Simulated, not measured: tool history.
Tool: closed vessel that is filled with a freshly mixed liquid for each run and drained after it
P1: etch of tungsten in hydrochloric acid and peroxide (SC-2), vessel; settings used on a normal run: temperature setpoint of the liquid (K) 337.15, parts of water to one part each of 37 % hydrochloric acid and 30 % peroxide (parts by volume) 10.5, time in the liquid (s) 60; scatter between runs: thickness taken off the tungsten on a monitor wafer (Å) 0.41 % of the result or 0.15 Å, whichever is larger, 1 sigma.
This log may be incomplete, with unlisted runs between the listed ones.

run	hour	temperature setpoint of the liquid (K)	parts of water to one part each of 37 % hydrochloric acid and 30 % peroxide (parts by volume)	time in the liquid (s)	hours since the thermometer was replaced	hours since the chemicals flow meter was replaced	hours since the drum of peroxide was connected	thickness taken off the tungsten on a monitor wafer (Å)
1	9.1	337.15	10.5	60	2048.5	1036.5	1053.7	528.45
2	16.1	345.15	10.5	60	2055.5	1043.5	1060.7	843.21
# hour 19.6: thermometer replaced
3	23.1	337.15	10.5	60	3.6	1050.5	1067.7	523.77
4	35.6	337.15	4.0	60	16.1	1063.0	1080.2	1099.80
5	45.1	337.15	10.5	60	25.6	1072.5	1089.7	530.69
6	54.8	323.15	10.5	30	35.3	1082.2	1099.4	107.59
7	63.2	337.15	18.5	60	43.7	1090.6	1107.8	320.82
# hour 71.5: chemicals flow meter replaced
8	74.9	337.15	10.5	60	55.4	3.5	1119.5	529.20
9	82.9	337.15	10.5	30	63.4	11.5	1127.5	264.38
10	92.0	322.15	10.5	60	72.5	20.6	1136.6	201.71
11	100.4	337.15	10.5	60	80.9	29.0	1145.0	527.60
12	108.1	337.15	10.5	90	88.6	36.7	1152.7	788.56
13	119.2	325.65	10.5	30	99.7	47.8	1163.8	127.44
14	126.7	337.15	10.5	60	107.2	55.3	1171.3	525.76
15	132.7	337.15	10.5	60	113.2	61.3	1177.3	528.58
16	143.4	337.15	10.5	60	123.9	72.0	1188.0	555.46
17	152.6	337.15	10.5	60	133.1	81.2	1197.2	565.32
18	158.7	337.15	10.5	60	139.2	87.3	1203.3	566.36
19	167.2	337.15	10.5	60	147.7	95.8	1211.8	575.48

What will run 20 give?
20	177.0	337.15	10.5	60	157.5	105.6	1221.6	?

Run 20 gave thickness taken off the tungsten on a monitor wafer (Å) 576.92.
